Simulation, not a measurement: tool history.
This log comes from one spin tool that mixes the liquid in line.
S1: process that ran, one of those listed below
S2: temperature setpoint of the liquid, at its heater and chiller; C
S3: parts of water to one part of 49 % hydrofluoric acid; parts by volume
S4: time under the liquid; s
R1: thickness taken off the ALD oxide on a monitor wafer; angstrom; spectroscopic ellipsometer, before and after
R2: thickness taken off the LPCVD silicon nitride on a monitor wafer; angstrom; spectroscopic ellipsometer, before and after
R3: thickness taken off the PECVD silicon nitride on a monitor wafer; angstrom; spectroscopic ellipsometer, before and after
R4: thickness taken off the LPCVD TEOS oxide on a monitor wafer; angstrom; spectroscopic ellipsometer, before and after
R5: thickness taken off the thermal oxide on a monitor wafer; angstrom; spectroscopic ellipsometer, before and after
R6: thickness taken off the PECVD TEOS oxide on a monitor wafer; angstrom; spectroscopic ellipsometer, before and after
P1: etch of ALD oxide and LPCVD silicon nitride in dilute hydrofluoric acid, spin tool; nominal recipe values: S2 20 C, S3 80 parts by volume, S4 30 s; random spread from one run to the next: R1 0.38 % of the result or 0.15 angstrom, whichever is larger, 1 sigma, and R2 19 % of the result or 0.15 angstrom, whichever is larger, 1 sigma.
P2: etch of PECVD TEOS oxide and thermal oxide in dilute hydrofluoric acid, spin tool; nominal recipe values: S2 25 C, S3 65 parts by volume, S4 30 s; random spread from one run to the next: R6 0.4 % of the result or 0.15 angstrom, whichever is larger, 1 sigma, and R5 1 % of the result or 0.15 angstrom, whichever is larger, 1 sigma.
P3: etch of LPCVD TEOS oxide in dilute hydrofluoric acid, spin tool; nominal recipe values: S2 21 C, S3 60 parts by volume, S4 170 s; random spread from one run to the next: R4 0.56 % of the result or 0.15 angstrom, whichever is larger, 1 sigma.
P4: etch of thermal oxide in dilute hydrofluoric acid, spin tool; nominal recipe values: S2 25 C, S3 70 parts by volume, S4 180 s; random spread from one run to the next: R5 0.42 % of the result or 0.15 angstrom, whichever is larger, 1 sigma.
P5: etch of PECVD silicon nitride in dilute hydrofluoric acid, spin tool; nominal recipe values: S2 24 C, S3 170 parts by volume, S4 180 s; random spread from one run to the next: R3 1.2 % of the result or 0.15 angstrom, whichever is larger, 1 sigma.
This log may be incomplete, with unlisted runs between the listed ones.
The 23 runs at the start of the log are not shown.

{"run": 24, "hour": 250.6, "S1": "P1", "S2": 20, "S3": 80, "S4": 30, "R1": 110.52, "R2": 1.3498}
{"run": 25, "hour": 258.8, "S1": "P5", "S2": 24, "S3": 85, "S4": 180, "R3": 45.635}
{"run": 26, "hour": 273.9, "S1": "P2", "S2": 25, "S3": 65, "S4": 30, "R5": 22.841, "R6": 144.37}
{"run": 27, "hour": 283.8, "S1": "P4", "S2": 17.5, "S3": 70, "S4": 180, "R5": 92.295}
{"run": 28, "hour": 297.8, "S1": "P1", "S2": 20, "S3": 80, "S4": 15, "R1": 55.138, "R2": 0.93693}
{"run": 29, "hour": 309.7, "S1": "P5", "S2": 20, "S3": 170, "S4": 180, "R3": 17.415}
{"run": 30, "hour": 321.4, "S1": "P3", "S2": 21, "S3": 60, "S4": 20, "R4": 66.71}
{"run": 31, "hour": 328.4, "S1": "P1", "S2": 20, "S3": 80, "S4": 30, "R1": 109.94, "R2": 1.2227}
{"run": 32, "hour": 335.7, "S1": "P1", "S2": 20, "S3": 80, "S4": 30, "R1": 111.36, "R2": 1.8097}
{"run": 33, "hour": 344.3, "S1": "P1", "S2": 20, "S3": 80, "S4": 30, "R1": 113.24, "R2": 2.1085}
{"run": 34, "hour": 358.2, "S1": "P1", "S2": 20, "S3": 80, "S4": 30, "R1": 114.38, "R2": 1.4114}
{"run": 35, "hour": 369.8, "S1": "P1", "S2": 20, "S3": 80, "S4": 30, "R1": 115.45, "R2": 1.0947}
{"run": 36, "hour": 378.5, "S1": "P1", "S2": 20, "S3": 80, "S4": 30, "R1": 116.24, "R2": 1.8426}
{"run": 37, "hour": 387.2, "S1": "P1", "S2": 20, "S3": 80, "S4": 30, "R1": 116.86, "R2": 1.3958}
{"run": 38, "hour": 401.5, "S1": "P1", "S2": 20, "S3": 80, "S4": 30, "R1": 117.19, "R2": 1.536}
{"run": 39, "hour": 416.8, "S1": "P1", "S2": 20, "S3": 80, "S4": 30, "R1": 117.06, "R2": 1.6055}
{"run": 40, "hour": 426.3, "S1": "P1", "S2": 20, "S3": 80, "S4": 30, "R1": 117.59, "R2": 1.8875}
{"run": 41, "hour": 436.9, "S1": "P1", "S2": 20, "S3": 80, "S4": 30, "R1": 118.38, "R2": 1.4683}

Run 42 is up next; what results do you expect?
{"run": 42, "hour": 447.3, "S1": "P1", "S2": 20, "S3": 80, "S4": 30, "R1": "?", "R2": "?"}

R1: 117.17 angstrom
R2: 2.0878 angstrom
